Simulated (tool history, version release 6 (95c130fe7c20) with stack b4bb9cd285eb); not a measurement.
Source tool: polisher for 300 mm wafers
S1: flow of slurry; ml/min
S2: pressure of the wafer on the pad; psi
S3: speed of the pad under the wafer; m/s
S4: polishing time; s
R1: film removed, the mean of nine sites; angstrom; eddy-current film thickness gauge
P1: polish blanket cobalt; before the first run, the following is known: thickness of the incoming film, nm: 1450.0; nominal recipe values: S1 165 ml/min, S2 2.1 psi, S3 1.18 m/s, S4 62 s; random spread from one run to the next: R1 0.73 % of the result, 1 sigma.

run,hour,S1,S2,S3,S4,R1
1,6.9,165,2.1,1.18,62,3722.7
2,16.7,100,2.1,1.62,62,4612.7
3,27.6,165,2.1,1.18,62,3734.5
4,38.7,165,2.1,1.18,62,3720.4
5,50.9,165,2.1,1.18,39,2378.6
# hour 53.3: worn pad replaced by a new one
6,62.1,165,2.1,1.18,62,3676.5
7,72.2,165,2.1,0.68,62,2161.7
8,84.8,165,2.1,1.18,62,3723.8
9,93.8,115,2.1,1.18,62,3503.3
10,102.4,165,1.3,1.18,62,2321.1
# hour 104.9: head pressure recalibrated
11,108.6,165,2.7,1.18,62,4847.3
12,117.8,165,2.1,1.18,99,5938.8
13,125.5,165,2.1,1.18,62,3743.2
14,135.4,165,2.1,1.72,62,5417.9
15,141.6,165,2.7,1.18,83,6373.3
16,148.7,235,2.1,1.18,62,3942.3
17,156.4,165,2.1,1.18,62,3727.7
18,168.4,165,2.1,1.18,62,3616.1
19,179.0,165,2.1,1.18,62,3530.7
20,188.3,165,2.1,1.18,62,3457.7
21,195.2,165,2.1,1.18,62,3465.4
22,203.8,165,2.1,1.18,62,3399.6
# hour 207.1: worn pad replaced by a new one
23,211.6,165,2.1,1.18,62,3406.2
24,219.9,165,2.1,1.18,62,3449.6
25,229.2,165,2.1,1.18,62,3426.0
26,236.8,165,2.1,1.18,62,3388.3

Something has made what P1 gives creep away from where it was; the 2 causes below, each at its own stated size, fit the log equally well:
A: slurry flow missing at the pad, % = 36.8
B: head's pressure below its setpoint, % = 8.73
At approximately hour 156.4, the process output began to creep.
What rules out each remaining cause:
removal rate lost through wear of the pad, %: serviced at hour 207.1, which brought nothing back

Consider the 4 check runs below, whose results appear as question marks and each of which averages 5 wafers. Which one distinguishes the causes, in that each cause would give it a clearly different result?
check 1,244.4,235,2.1,1.56,62,?
check 2,244.4,165,2.1,1.18,82,?
check 3,244.4,165,1.6,1.18,62,?
check 4,244.4,165,2.1,1.68,48,?

How each check would come out, cause by cause:
check,result,if A,if B
check 1,R1,4845.6,4723.4
check 2,R1,4504.1,4503.3
check 3,R1,2594.7,2594.2
check 4,R1,3753.7,3753.1
Per-check spread between the two closest causes, in the result where they differ most: check 1 2.56 %; check 2 0.02 %; check 3 0.02 %; check 4 0.02 %
The causes can be told apart only by check 1. The other checks would give nearly the same results under each of them.

With check 1 done, the readings were: R1 4742.0 angstrom. Identify which of the listed causes applies.

It is B: head's pressure below its setpoint, %.
